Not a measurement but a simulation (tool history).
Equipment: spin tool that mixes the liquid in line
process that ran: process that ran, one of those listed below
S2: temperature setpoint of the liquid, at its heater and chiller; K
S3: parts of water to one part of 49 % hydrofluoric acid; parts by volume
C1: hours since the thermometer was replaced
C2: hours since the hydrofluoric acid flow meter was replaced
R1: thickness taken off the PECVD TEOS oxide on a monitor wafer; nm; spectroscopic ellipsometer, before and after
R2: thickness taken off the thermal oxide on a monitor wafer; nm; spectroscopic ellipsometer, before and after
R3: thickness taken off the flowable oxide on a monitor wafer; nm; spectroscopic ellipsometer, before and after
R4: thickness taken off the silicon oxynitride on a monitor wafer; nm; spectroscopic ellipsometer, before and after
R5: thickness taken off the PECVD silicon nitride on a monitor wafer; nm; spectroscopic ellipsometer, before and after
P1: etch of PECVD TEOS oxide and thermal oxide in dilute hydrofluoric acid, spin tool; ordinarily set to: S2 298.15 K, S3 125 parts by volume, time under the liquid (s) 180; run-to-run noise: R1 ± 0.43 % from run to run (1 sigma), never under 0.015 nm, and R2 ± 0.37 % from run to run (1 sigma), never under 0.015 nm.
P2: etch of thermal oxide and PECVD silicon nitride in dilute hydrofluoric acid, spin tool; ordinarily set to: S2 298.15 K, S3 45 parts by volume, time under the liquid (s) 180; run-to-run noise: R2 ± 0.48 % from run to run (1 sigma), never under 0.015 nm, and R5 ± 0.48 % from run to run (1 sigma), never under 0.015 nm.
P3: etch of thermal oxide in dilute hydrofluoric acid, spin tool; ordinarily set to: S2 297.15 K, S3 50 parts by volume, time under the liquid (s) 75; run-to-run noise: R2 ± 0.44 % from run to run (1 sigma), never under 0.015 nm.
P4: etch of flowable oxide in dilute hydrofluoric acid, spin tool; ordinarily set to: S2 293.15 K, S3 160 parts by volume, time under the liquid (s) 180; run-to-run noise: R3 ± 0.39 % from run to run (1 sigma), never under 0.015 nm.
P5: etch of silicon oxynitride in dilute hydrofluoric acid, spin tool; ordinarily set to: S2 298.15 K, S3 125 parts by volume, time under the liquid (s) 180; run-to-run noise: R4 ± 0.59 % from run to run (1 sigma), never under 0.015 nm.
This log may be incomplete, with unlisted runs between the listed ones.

run 1 day=0.150 | process_that_ran=P1 S2=298.15 S3=125 time_under_the_liquid_(s)=180 | C1=1139.3 C2=985.2 | R1=13.1290 R2=6.7840
run 2 day=0.250 | process_that_ran=P4 S2=293.15 S3=160 time_under_the_liquid_(s)=180 | C1=1141.7 C2=987.6 | R3=35.7160
run 3 day=0.358 | process_that_ran=P5 S2=298.15 S3=125 time_under_the_liquid_(s)=180 | C1=1144.3 C2=990.2 | R4=4.2548
run 4 day=0.454 | process_that_ran=P1 S2=298.15 S3=180 time_under_the_liquid_(s)=265 | C1=1146.6 C2=992.5 | R1=12.5160 R2=6.4757
run 5 day=0.575 | process_that_ran=P2 S2=298.15 S3=45 time_under_the_liquid_(s)=180 | C1=1149.5 C2=995.4 | R2=20.1950 R5=7.340
run 6 day=0.658 | process_that_ran=P1 S2=293.15 S3=125 time_under_the_liquid_(s)=50 | C1=1151.5 C2=997.4 | R1=3.0160 R2=1.5507
run 7 day=0.808 | process_that_ran=P2 S2=305.65 S3=45 time_under_the_liquid_(s)=180 | C1=1155.1 C2=1001.0 | R2=27.1650 R5=11.968
run 8 day=0.888 | process_that_ran=P5 S2=298.15 S3=125 time_under_the_liquid_(s)=180 | C1=1157.0 C2=1002.9 | R4=4.1828
run 9 day=1.042 | process_that_ran=P1 S2=298.15 S3=60 time_under_the_liquid_(s)=180 | C1=1160.7 C2=1006.6 | R1=29.7610 R2=15.2820
run 10 day=1.167 | process_that_ran=P4 S2=293.15 S3=220 time_under_the_liquid_(s)=180 | C1=1163.7 C2=1009.6 | R3=24.4080
run 11 day=1.325 | process_that_ran=P5 S2=302.15 S3=125 time_under_the_liquid_(s)=180 | C1=1167.5 C2=1013.4 | R4=5.0530
run 12 day=1.479 | process_that_ran=P2 S2=298.15 S3=45 time_under_the_liquid_(s)=45 | C1=1171.2 C2=1017.1 | R2=5.0400 R5=1.824
run 13 day=1.604 | process_that_ran=P4 S2=290.15 S3=160 time_under_the_liquid_(s)=180 | C1=1174.2 C2=1020.1 | R3=31.6990
-- day=1.662 hydrofluoric acid flow meter replaced
run 14 day=1.771 | process_that_ran=P4 S2=293.15 S3=160 time_under_the_liquid_(s)=180 | C1=1178.2 C2=2.7 | R3=35.8710
run 15 day=1.875 | process_that_ran=P5 S2=298.15 S3=220 time_under_the_liquid_(s)=180 | C1=1180.7 C2=5.2 | R4=2.2240
run 16 day=2.046 | process_that_ran=P1 S2=298.15 S3=125 time_under_the_liquid_(s)=180 | C1=1184.8 C2=9.3 | R1=13.1450 R2=6.7452
run 17 day=2.179 | process_that_ran=P3 S2=297.15 S3=50 time_under_the_liquid_(s)=75 | C1=1188.0 C2=12.5 | R2=7.2691
run 18 day=2.317 | process_that_ran=P1 S2=298.15 S3=125 time_under_the_liquid_(s)=180 | C1=1191.3 C2=15.8 | R1=13.1630 R2=6.7817
run 19 day=2.396 | process_that_ran=P3 S2=304.15 S3=50 time_under_the_liquid_(s)=75 | C1=1193.2 C2=17.7 | R2=9.6311
run 20 day=2.496 | process_that_ran=P1 S2=298.15 S3=125 time_under_the_liquid_(s)=180 | C1=1195.6 C2=20.1 | R1=13.0180 R2=6.7896
run 21 day=2.658 | process_that_ran=P2 S2=298.15 S3=30 time_under_the_liquid_(s)=180 | C1=1199.5 C2=24.0 | R2=30.8000 R5=10.902
run 22 day=2.788 | process_that_ran=P1 S2=304.15 S3=125 time_under_the_liquid_(s)=180 | C1=1202.6 C2=27.1 | R1=16.4040 R2=8.4498
run 23 day=2.938 | process_that_ran=P1 S2=298.15 S3=125 time_under_the_liquid_(s)=365 | C1=1206.2 C2=30.7 | R1=26.4600 R2=13.6950
run 24 day=3.062 | process_that_ran=P3 S2=297.15 S3=70 time_under_the_liquid_(s)=75 | C1=1209.2 C2=33.7 | R2=5.0931
run 25 day=3.217 | process_that_ran=P5 S2=298.15 S3=125 time_under_the_liquid_(s)=75 | C1=1212.9 C2=37.4 | R4=1.7705
run 26 day=3.325 | process_that_ran=P3 S2=297.15 S3=50 time_under_the_liquid_(s)=75 | C1=1215.5 C2=40.0 | R2=7.3247
run 27 day=3.504 | process_that_ran=P1 S2=298.15 S3=125 time_under_the_liquid_(s)=50 | C1=1219.8 C2=44.3 | R1=3.6678 R2=1.8874
run 28 day=3.642 | process_that_ran=P1 S2=290.15 S3=125 time_under_the_liquid_(s)=180 | C1=1223.1 C2=47.6 | R1=9.5453 R2=4.8806
run 29 day=3.817 | process_that_ran=P1 S2=298.15 S3=215 time_under_the_liquid_(s)=180 | C1=1227.3 C2=51.8 | R1=6.8966 R2=3.5734
run 30 day=3.917 | process_that_ran=P3 S2=297.15 S3=50 time_under_the_liquid_(s)=25 | C1=1229.7 C2=54.2 | R2=2.4151
run 31 day=4.033 | process_that_ran=P1 S2=298.15 S3=125 time_under_the_liquid_(s)=180 | C1=1232.5 C2=57.0 | R1=13.1380 R2=6.7777
-- day=4.079 thermometer replaced
run 32 day=4.146 | process_that_ran=P1 S2=298.15 S3=125 time_under_the_liquid_(s)=180 | C1=1.6 C2=59.7 | R1=13.1620 R2=6.7778
run 33 day=4.304 | process_that_ran=P4 S2=293.15 S3=160 time_under_the_liquid_(s)=30 | C1=5.4 C2=63.5 | R3=5.9079
run 34 day=4.417 | process_that_ran=P1 S2=304.15 S3=125 time_under_the_liquid_(s)=355 | C1=8.1 C2=66.2 | R1=32.4720 R2=16.7150
run 35 day=4.542 | process_that_ran=P1 S2=298.15 S3=125 time_under_the_liquid_(s)=180 | C1=11.1 C2=69.2 | R1=13.1490 R2=6.7752
run 36 day=4.650 | process_that_ran=P1 S2=298.15 S3=125 time_under_the_liquid_(s)=180 | C1=13.7 C2=71.8 | R1=13.1140 R2=6.7308
run 37 day=4.762 | process_that_ran=P1 S2=298.15 S3=125 time_under_the_liquid_(s)=180 | C1=16.4 C2=74.5 | R1=13.3900 R2=6.9817
run 38 day=4.879 | process_that_ran=P1 S2=298.15 S3=125 time_under_the_liquid_(s)=180 | C1=19.2 C2=77.3 | R1=13.6450 R2=7.0864
run 39 day=4.962 | process_that_ran=P1 S2=298.15 S3=125 time_under_the_liquid_(s)=180 | C1=21.2 C2=79.3 | R1=13.8440 R2=7.1510
run 40 day=5.075 | process_that_ran=P1 S2=298.15 S3=125 time_under_the_liquid_(s)=180 | C1=23.9 C2=82.0 | R1=13.8210 R2=7.2197
run 41 day=5.254 | process_that_ran=P1 S2=298.15 S3=125 time_under_the_liquid_(s)=180 | C1=28.2 C2=86.3 | R1=13.9640 R2=7.2553
run 42 day=5.383 | process_that_ran=P1 S2=298.15 S3=125 time_under_the_liquid_(s)=180 | C1=31.3 C2=89.4 | R1=14.0020 R2=7.2464
run 43 day=5.512 | process_that_ran=P1 S2=298.15 S3=125 time_under_the_liquid_(s)=180 | C1=34.4 C2=92.5 | R1=14.2190 R2=7.2297

P1 has crept away from where it was. The log is fitted equally well by each of these 2 causes, at the sizes shown:
A: hydrofluoric acid flow above the setpoint (%) = 6.12
B: liquid hotter than its thermometer reads (K) = 1.79
Onset of the creep was near day 4.650.

Of the 4 check runs listed below, each run on one wafer and each result written as a question mark, which would let you distinguish the listed causes because they would give clearly different results?
run check 1 day=5.642 | process_that_ran=P4 S2=293.15 S3=160 time_under_the_liquid_(s)=30 | R3=?
run check 2 day=5.642 | process_that_ran=P3 S2=301.65 S3=65 time_under_the_liquid_(s)=75 | R2=?
run check 3 day=5.642 | process_that_ran=P2 S2=298.15 S3=45 time_under_the_liquid_(s)=55 | R2=? R5=?
run check 4 day=5.642 | process_that_ran=P5 S2=298.15 S3=190 time_under_the_liquid_(s)=100 | R4=?

Predicted outcomes, by check and by cause:
check=check_1 result=R3 if_A=6.3752 if_B=6.3829
check=check_2 result=R2 if_A=7.0295 if_B=7.0629
check=check_3 result=R2 if_A=6.5505 if_B=6.6151
check=check_3 result=R5 if_A=2.3744 if_B=2.5241
check=check_4 result=R4 if_A=1.5777 if_B=1.5946
Minimum pairwise separation of causes per check, each pair taken at its best-separating result: check 1 0.12 %; check 2 0.47 %; check 3 6.12 %; check 4 1.07 %
Only in check 3 would the causes give clearly different results; in the remaining checks their results would be nearly the same.

Check 3 was then run and gave: R2 6.5549 nm; R5 2.3652 nm. Which cause is it?

It is A: hydrofluoric acid flow above the setpoint (%).
